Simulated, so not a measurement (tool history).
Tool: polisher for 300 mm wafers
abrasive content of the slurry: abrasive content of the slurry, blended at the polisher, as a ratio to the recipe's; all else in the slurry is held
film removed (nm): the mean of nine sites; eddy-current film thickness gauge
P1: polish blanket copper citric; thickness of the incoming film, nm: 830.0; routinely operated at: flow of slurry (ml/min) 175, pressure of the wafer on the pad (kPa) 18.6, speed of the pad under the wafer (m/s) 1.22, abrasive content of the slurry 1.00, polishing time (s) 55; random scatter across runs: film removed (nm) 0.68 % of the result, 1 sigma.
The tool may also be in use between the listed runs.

run   hour  flow of slurry (ml/min)  pressure of the wafer on the pad (kPa)  speed of the pad under the wafer (m/s)  abrasive content of the slurry  polishing time (s)  film removed (nm)
  1   13.7                      175                                    18.6                                    1.22                            1.00                  55            139.710
      20.2  -- head pressure recalibrated
  2   22.7                      175                                    18.6                                    1.22                            1.00                  55            142.840
      30.3  -- slurry blender recalibrated
  3   32.7                      175                                    26.2                                    1.22                            0.75                  55            188.230
  4   41.2                      175                                    18.6                                    0.86                            1.00                  55            100.480
  5   52.5                      175                                    18.6                                    1.22                            1.00                  55            143.060
  6   65.1                      175                                    18.6                                    1.22                            1.00                  55            141.440
  7   78.9                      175                                    18.6                                    1.22                            1.00                  34             88.867
      80.0  -- worn pad replaced by a new one
  8   86.4                      175                                    18.6                                    1.22                            0.55                  55            124.380
  9   95.8                      175                                    18.6                                    1.22                            1.00                  55            139.650
 10  104.5                      175                                    18.6                                    1.22                            1.20                  72            192.200
 11  113.7                      175                                    18.6                                    1.22                            1.40                  55            152.780
 12  120.5                      175                                    27.6                                    1.22                            1.00                  55            208.680
     128.5  -- slurry nozzle cleaned
 13  129.9                      265                                    18.6                                    1.22                            1.00                  55            148.050
 14  138.8                      175                                    11.7                                    1.22                            1.00                  55             90.159
 15  146.2                      175                                    18.6                                    1.88                            1.00                  55            215.560
 16  158.3                      110                                    18.6                                    1.22                            1.00                  55            128.860
 17  169.9                      175                                    18.6                                    1.22                            1.00                  69            175.250
 18  179.4                      175                                    18.6                                    1.22                            1.00                  55            141.810
 19  191.1                      175                                    18.6                                    1.22                            1.00                  55            137.410
 20  199.5                      175                                    18.6                                    1.22                            1.00                  55            135.040
 21  206.1                      175                                    18.6                                    1.22                            1.00                  55            135.610
     211.9  -- worn pad replaced by a new one
 22  212.4                      175                                    18.6                                    1.22                            1.00                  55            134.050
     222.7  -- slurry blender recalibrated
 23  224.8                      175                                    18.6                                    1.22                            1.00                  55            134.920
 24  236.5                      175                                    18.6                                    1.22                            1.00                  55            132.180
 25  246.8                      175                                    18.6                                    1.22                            1.00                  55            134.660

What P1 gives has crept off from where it sat before. The 2 causes that follow fit the log equally well, each at the size noted:
A: head's pressure below its setpoint, % = 5.99
B: slurry flow missing at the pad, % = 29
The drift started at roughly hour 179.4.
What rules out each remaining cause:
removal rate lost through wear of the pad, %: serviced at hour 211.9, after the drift had started, without restoring the earlier output
abrasive missing from the slurry, %: serviced at hour 222.7, after the drift had started, without restoring the earlier output

Below are 4 check runs, each averaged over 5 wafers, with their results shown as question marks. Which of them would give clearly different results depending on which cause is behind the drift?
check 1  257.1                      120                                    18.6                                    1.22                            1.00                  55                  ?
check 2  257.1                      175                                    23.4                                    1.22                            1.00                  55                  ?
check 3  257.1                      175                                    18.6                                    1.82                            1.35                  55                  ?
check 4  257.1                      175                                    13.1                                    1.22                            1.00                  55                  ?

Expected result of each check under each candidate cause:
  check             result     if A     if B
check 1  film removed (nm)  124.370  121.370
check 2  film removed (nm)  166.780  166.820
check 3  film removed (nm)  210.330  210.420
check 4  film removed (nm)   94.570   94.512
Per-check spread between the two closest causes, in the result where they differ most: check 1 2.45 %; check 2 0.02 %; check 3 0.04 %; check 4 0.06 %
Check 1 tells the causes apart: in the others they would give nearly the same result.

Then check 1 was run and gave: film removed (nm) 124.800. Which cause is it?

It is A: head's pressure below its setpoint, %.
